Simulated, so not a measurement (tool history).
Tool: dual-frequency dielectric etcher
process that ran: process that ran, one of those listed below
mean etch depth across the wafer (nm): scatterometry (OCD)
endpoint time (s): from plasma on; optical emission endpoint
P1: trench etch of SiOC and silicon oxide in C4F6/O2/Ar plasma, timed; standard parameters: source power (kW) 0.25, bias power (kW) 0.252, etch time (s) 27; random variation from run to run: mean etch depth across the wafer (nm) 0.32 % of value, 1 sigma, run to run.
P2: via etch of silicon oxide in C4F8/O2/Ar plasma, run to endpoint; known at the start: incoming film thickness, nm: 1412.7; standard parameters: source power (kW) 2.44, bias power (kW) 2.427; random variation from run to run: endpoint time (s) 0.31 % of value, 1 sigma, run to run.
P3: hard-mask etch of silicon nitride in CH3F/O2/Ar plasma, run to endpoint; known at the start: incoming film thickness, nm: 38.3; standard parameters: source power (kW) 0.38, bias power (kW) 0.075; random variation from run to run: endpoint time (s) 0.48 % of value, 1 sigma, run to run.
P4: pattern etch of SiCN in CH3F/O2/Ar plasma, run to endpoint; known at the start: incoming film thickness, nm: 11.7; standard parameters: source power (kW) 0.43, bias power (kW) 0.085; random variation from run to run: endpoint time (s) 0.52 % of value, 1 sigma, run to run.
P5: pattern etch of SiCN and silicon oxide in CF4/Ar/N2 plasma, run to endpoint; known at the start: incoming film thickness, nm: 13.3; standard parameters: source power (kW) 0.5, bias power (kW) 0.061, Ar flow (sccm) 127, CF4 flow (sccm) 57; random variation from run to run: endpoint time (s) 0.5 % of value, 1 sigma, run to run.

| run | day | process that ran | source power (kW) | bias power (kW) | etch time (s) | Ar flow (sccm) | CF4 flow (sccm) | hours since the last wet clean | hours since the last source power generator calibration | hours since the last bias power generator calibration | mean etch depth across the wafer (nm) | endpoint time (s) |
|---|---|---|---|---|---|---|---|---|---|---|---|---|
| 1 | 0.304 | P1 | 0.25 | 0.252 | 27 |  |  | 259.1 | 1415.8 | 572.8 | 51.86 |  |
| 2 | 0.725 | P1 | 0.25 | 0.252 | 27 |  |  | 269.2 | 1425.9 | 582.9 | 51.819 |  |
| 3 | 0.962 | P1 | 0.25 | 0.182 | 27 |  |  | 274.9 | 1431.6 | 588.6 | 45.939 |  |
| 4 | 1.267 | P1 | 0.2 | 0.252 | 39 |  |  | 282.2 | 1438.9 | 595.9 | 68.831 |  |
| 5 | 1.662 | P1 | 0.33 | 0.252 | 27 |  |  | 291.7 | 1448.4 | 605.4 | 56.867 |  |
| 6 | 2.008 | P5 | 0.5 | 0.061 |  | 92 | 57 | 300 | 1456.7 | 613.7 |  | 15.043 |
| 7 | 2.358 | P5 | 0.5 | 0.061 |  | 127 | 57 | 308.4 | 1465.1 | 622.1 |  | 15.692 |
| 8 | 2.688 | P5 | 0.5 | 0.061 |  | 127 | 73 | 316.3 | 1473 | 630 |  | 15.045 |
| 9 | 3.096 | P1 | 0.25 | 0.32 | 27 |  |  | 326.1 | 1482.8 | 639.8 | 56.306 |  |
| 10 | 3.367 | P1 | 0.25 | 0.252 | 27 |  |  | 332.6 | 1489.3 | 646.3 | 51.49 |  |
| 11 | 3.608 | P3 | 0.38 | 0.075 |  |  |  | 338.4 | 1495.1 | 652.1 |  | 54.871 |
| 12 | 3.925 | P5 | 0.31 | 0.061 |  | 127 | 57 | 346 | 1502.7 | 659.7 |  | 24.041 |
| 13 | 4.262 | P1 | 0.17 | 0.252 | 27 |  |  | 354.1 | 1510.8 | 667.8 | 44.87 |  |
| 14 | 4.654 | P2 | 1.96 | 2.427 |  |  |  | 363.5 | 1520.2 | 677.2 |  | 257.1 |
| 15 | 4.967 | P1 | 0.25 | 0.252 | 15 |  |  | 371 | 1527.7 | 684.7 | 28.728 |  |
| 16 | 5.233 | P3 | 0.38 | 0.056 |  |  |  | 377.4 | 1534.1 | 691.1 |  | 60.32 |
| 17 | 5.592 | P5 | 0.5 | 0.061 |  | 127 | 57 | 386 | 1542.7 | 699.7 |  | 15.644 |
| 18 | 5.942 | P1 | 0.29 | 0.207 | 27 |  |  | 394.4 | 1551.1 | 708.1 | 51.198 |  |
| 19 | 6.371 | P2 | 2.44 | 2.427 |  |  |  | 404.7 | 1561.4 | 718.4 |  | 235.71 |
| 20 | 6.654 | P1 | 0.25 | 0.252 | 27 |  |  | 411.5 | 1568.2 | 725.2 | 51.498 |  |
| 21 | 6.888 | P4 | 0.29 | 0.085 |  |  |  | 417.1 | 1573.8 | 730.8 |  | 33.833 |
| 22 | 7.288 | P2 | 2.44 | 1.772 |  |  |  | 426.7 | 1583.4 | 740.4 |  | 257.65 |
| 23 | 7.646 | P2 | 2.44 | 2.427 |  |  |  | 435.3 | 1592 | 749 |  | 236.96 |
|  | 7.988 | wet clean of the chamber |
| 24 | 7.988 | P1 | 0.25 | 0.252 | 37.5 |  |  | 0.1 | 1600.2 | 757.2 | 71.765 |  |
| 25 | 8.321 | P4 | 0.43 | 0.085 |  |  |  | 8.1 | 1608.2 | 765.2 |  | 29.245 |
| 26 | 8.546 | P3 | 0.27 | 0.075 |  |  |  | 13.5 | 1613.6 | 770.6 |  | 62.405 |
| 27 | 8.938 | P4 | 0.43 | 0.056 |  |  |  | 22.9 | 1623 | 780 |  | 34.089 |
| 28 | 9.3 | P5 | 0.5 | 0.073 |  | 127 | 57 | 31.6 | 1631.7 | 788.7 |  | 14.702 |
| 29 | 9.654 | P1 | 0.25 | 0.252 | 27 |  |  | 40.1 | 1640.2 | 797.2 | 51.887 |  |
| 30 | 9.858 | P1 | 0.25 | 0.252 | 27 |  |  | 45 | 1645.1 | 802.1 | 51.709 |  |
| 31 | 10.138 | P1 | 0.25 | 0.252 | 27 |  |  | 51.7 | 1651.8 | 808.8 | 52.113 |  |
| 32 | 10.462 | P1 | 0.25 | 0.252 | 27 |  |  | 59.5 | 1659.6 | 816.6 | 52.157 |  |
| 33 | 10.858 | P1 | 0.25 | 0.252 | 27 |  |  | 69 | 1669.1 | 826.1 | 52.589 |  |
|  | 11.15 | wet clean of the chamber |
| 34 | 11.267 | P1 | 0.25 | 0.252 | 27 |  |  | 2.9 | 1678.9 | 835.9 | 52.407 |  |
| 35 | 11.625 | P1 | 0.25 | 0.252 | 27 |  |  | 11.5 | 1687.5 | 844.5 | 52.652 |  |
| 36 | 11.883 | P1 | 0.25 | 0.252 | 27 |  |  | 17.7 | 1693.7 | 850.7 | 52.513 |  |
| 37 | 12.329 | P1 | 0.25 | 0.252 | 27 |  |  | 28.4 | 1704.4 | 861.4 | 52.317 |  |
| 38 | 12.542 | P1 | 0.25 | 0.252 | 27 |  |  | 33.5 | 1709.5 | 866.5 | 52.595 |  |

The next listed run, before its measurement:
| 39 | 12.833 | P1 | 0.25 | 0.252 | 27 |  |  | 40.5 | 1716.5 | 873.5 | ? |  |

Logged for run 39: mean etch depth across the wafer (nm) 52.364.

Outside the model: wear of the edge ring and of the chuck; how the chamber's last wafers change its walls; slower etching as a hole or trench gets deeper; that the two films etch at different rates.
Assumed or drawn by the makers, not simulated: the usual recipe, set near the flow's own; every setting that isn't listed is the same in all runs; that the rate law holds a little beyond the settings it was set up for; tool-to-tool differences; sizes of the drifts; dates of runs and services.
